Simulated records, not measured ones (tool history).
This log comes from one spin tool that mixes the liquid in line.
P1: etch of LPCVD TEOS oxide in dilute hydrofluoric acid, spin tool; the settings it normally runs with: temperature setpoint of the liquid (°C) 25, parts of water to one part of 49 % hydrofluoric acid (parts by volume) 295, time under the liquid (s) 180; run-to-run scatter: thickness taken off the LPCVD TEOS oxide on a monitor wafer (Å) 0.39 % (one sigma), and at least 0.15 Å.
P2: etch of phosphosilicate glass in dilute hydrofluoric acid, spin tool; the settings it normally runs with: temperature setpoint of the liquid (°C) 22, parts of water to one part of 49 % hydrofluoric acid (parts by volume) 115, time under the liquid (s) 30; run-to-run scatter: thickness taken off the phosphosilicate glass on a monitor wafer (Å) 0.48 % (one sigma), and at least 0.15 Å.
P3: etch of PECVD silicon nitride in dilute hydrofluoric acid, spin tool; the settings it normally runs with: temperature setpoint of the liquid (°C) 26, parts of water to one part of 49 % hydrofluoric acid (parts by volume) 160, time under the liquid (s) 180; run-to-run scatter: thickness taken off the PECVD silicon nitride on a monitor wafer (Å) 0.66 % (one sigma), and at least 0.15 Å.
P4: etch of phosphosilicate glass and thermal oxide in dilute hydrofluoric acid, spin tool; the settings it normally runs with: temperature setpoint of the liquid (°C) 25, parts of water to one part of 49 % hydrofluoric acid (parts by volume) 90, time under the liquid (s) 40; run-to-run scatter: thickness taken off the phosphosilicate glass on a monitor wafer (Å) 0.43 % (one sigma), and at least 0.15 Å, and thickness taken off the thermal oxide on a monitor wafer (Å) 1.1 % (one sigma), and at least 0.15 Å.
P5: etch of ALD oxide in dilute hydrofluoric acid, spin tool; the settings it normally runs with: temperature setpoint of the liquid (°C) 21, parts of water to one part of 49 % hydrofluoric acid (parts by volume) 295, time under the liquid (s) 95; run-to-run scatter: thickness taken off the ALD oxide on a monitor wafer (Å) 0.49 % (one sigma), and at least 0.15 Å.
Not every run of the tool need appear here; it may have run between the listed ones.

run   hour  process that ran  temperature setpoint of the liquid (°C)  parts of water to one part of 49 % hydrofluoric acid (parts by volume)  time under the liquid (s)  hours since the thermometer was replaced  hours since the hydrofluoric acid flow meter was replaced  thickness taken off the LPCVD TEOS oxide on a monitor wafer (Å)  thickness taken off the ALD oxide on a monitor wafer (Å)  thickness taken off the phosphosilicate glass on a monitor wafer (Å)  thickness taken off the thermal oxide on a monitor wafer (Å)  thickness taken off the PECVD silicon nitride on a monitor wafer (Å)
  1   10.9                P1                                       25                                                                     295                        180                                    1144.4                                                      137.7                                                           176.68
  2   19.4                P5                                       21                                                                     495                         95                                    1152.9                                                      146.2                                                                                                                     33.435
  3     31                P1                                       33                                                                     295                        180                                    1164.5                                                      157.8                                                            228.6
  4   39.4                P1                                       25                                                                     175                        290                                    1172.9                                                      166.2                                                           544.94
  5   49.8                P1                                       25                                                                     140                        180                                    1183.3                                                      176.6                                                           439.52
  6   57.1                P2                                       22                                                                      30                         30                                    1190.6                                                      183.9                                                                                                                                                                                           960.71
  7   68.8                P4                                       25                                                                      90                         40                                    1202.3                                                      195.6                                                                                                                                                                                              280                                                         21.73
  8   76.5                P2                                       22                                                                     115                         30                                      1210                                                      203.3                                                                                                                                                                                            227.5
  9   90.9                P2                                       22                                                                     115                         15                                    1224.4                                                      217.7                                                                                                                                                                                           113.73
 10   98.7                P4                                       25                                                                      90                         15                                    1232.2                                                      225.5                                                                                                                                                                                           105.72                                                        8.1903
 11  109.4                P1                                       25                                                                     295                        270                                    1242.9                                                      236.2                                                              266
 12  123.7                P2                                     27.5                                                                     115                         30                                    1257.2                                                      250.5                                                                                                                                                                                           279.76
 13  134.2                P4                                     31.5                                                                      90                         40                                    1267.7                                                        261                                                                                                                                                                                           359.48                                                        28.246
 14  144.7                P5                                       21                                                                     295                         95                                    1278.2                                                      271.5                                                                                                                     67.071
 15  158.6                P1                                       25                                                                     295                        180                                    1292.1                                                      285.4                                                            176.6
 16    170                P1                                       20                                                                     295                        180                                    1303.5                                                      296.8                                                           147.85
 17  177.2                P1                                       21                                                                     530                        180                                    1310.7                                                        304                                                           69.941
 18  186.8                P1                                       25                                                                     295                        180                                    1320.3                                                      313.6                                                           175.43
 19  193.6                P3                                       26                                                                     240                        180                                    1327.1                                                      320.4                                                                                                                                                                                                                                                                                                                               29.459
 20  200.9                P4                                       25                                                                      90                         40                                    1334.4                                                      327.7                                                                                                                                                                                           279.69                                                         22.41
 21  212.7                P3                                       26                                                                     160                        180                                    1346.2                                                      339.5                                                                                                                                                                                                                                                                                                                               44.637
 22  227.4                P5                                       21                                                                     295                        165                                    1360.9                                                      354.2                                                                                                                     117.01
 23  239.6                P1                                       25                                                                     295                         20                                    1373.1                                                      366.4                                                           19.614
 24  252.1                P3                                       26                                                                     160                        100                                    1385.6                                                      378.9                                                                                                                                                                                                                                                                                                                               24.651
 25  265.5                P5                                       21                                                                     295                         95                                      1399                                                      392.3                                                                                                                     68.284
 26  274.6                P1                                       25                                                                     490                        180                                    1408.1                                                      401.4                                                           88.891
 27  281.2                P5                                       17                                                                     295                         95                                    1414.7                                                        408                                                                                                                      58.27
 28  288.2                P3                                       18                                                                     160                        180                                    1421.7                                                        415                                                                                                                                                                                                                                                                                                                               26.103
 29  298.7                P4                                       25                                                                     155                         40                                    1432.2                                                      425.5                                                                                                                                                                                           151.63                                                        11.473
 30  311.4                P1                                       25                                                                     295                        180                                    1444.9                                                      438.2                                                           176.46
 31  324.5                P1                                       25                                                                     295                        180                                      1458                                                      451.3                                                           177.17
 32  334.2                P1                                       25                                                                     295                        180                                    1467.7                                                        461                                                           178.86
 33  343.5                P1                                       25                                                                     295                        180                                      1477                                                      470.3                                                           181.48
 34  356.8                P1                                       25                                                                     295                        180                                    1490.3                                                      483.6                                                           183.21
 35  370.4                P1                                       25                                                                     295                        180                                    1503.9                                                      497.2                                                           183.31
 36  378.3                P1                                       25                                                                     295                        180                                    1511.8                                                      505.1                                                           185.52
 37  391.7                P1                                       25                                                                     295                        180                                    1525.2                                                      518.5                                                           184.95
 38  398.8                P1                                       25                                                                     295                        180                                    1532.3                                                      525.6                                                           183.77
 39  413.5                P1                                       25                                                                     295                        180                                      1547                                                      540.3                                                           185.64
 40  423.9                P1                                       25                                                                     295                        180                                    1557.4                                                      550.7                                                           185.75
 41  433.1                P1                                       25                                                                     295                        180                                    1566.6                                                      559.9                                                           186.54
 42  440.5                P1                                       25                                                                     295                        180                                      1574                                                      567.3                                                           185.95

Something has made what P1 gives creep away from where it was; the 2 causes below, each at its own stated size, fit the log equally well:
A: hydrofluoric acid flow above the setpoint (%) = 3.97
B: liquid hotter than its thermometer reads (K) = 1.48
The creep began at about hour 324.5.

The check runs listed below each take one wafer, and their results are still question marks. Under which run would the listed causes lead to clearly different results?
check 1  447.9                P3                                     18.5                                                                     160                        180                                                                                                                                                                                                                                                                                                                                                                                                                                         ?
check 2  447.9                P4                                       25                                                                     150                         40                                                                                                                                                                                                                                                                                                     ?                                                             ?
check 3  447.9                P2                                     26.5                                                                     115                         15                                                                                                                                                                                                                                                                                                     ?
check 4  447.9                P5                                     17.5                                                                     295                         95                                                                                                                                                                                                                               ?

Check results expected under each cause:
  check                                                                result    if A    if B
check 1  thickness taken off the PECVD silicon nitride on a monitor wafer (Å)  28.392  30.192
check 2  thickness taken off the phosphosilicate glass on a monitor wafer (Å)  163.33  164.95
check 2          thickness taken off the thermal oxide on a monitor wafer (Å)  12.883  13.011
check 3  thickness taken off the phosphosilicate glass on a monitor wafer (Å)   141.5  143.16
check 4              thickness taken off the ALD oxide on a monitor wafer (Å)  62.291  62.719
Per-check spread between the two closest causes, in the result where they differ most: check 1 6.15 %; check 2 0.99 %; check 3 1.17 %; check 4 0.68 %
Check 1 is the one run that separates the causes; every other check would come out nearly the same whichever cause is at work.

Check 1 was then run and gave: thickness taken off the PECVD silicon nitride on a monitor wafer (Å) 28.205. Which cause is it?

A is the cause: hydrofluoric acid flow above the setpoint (%).

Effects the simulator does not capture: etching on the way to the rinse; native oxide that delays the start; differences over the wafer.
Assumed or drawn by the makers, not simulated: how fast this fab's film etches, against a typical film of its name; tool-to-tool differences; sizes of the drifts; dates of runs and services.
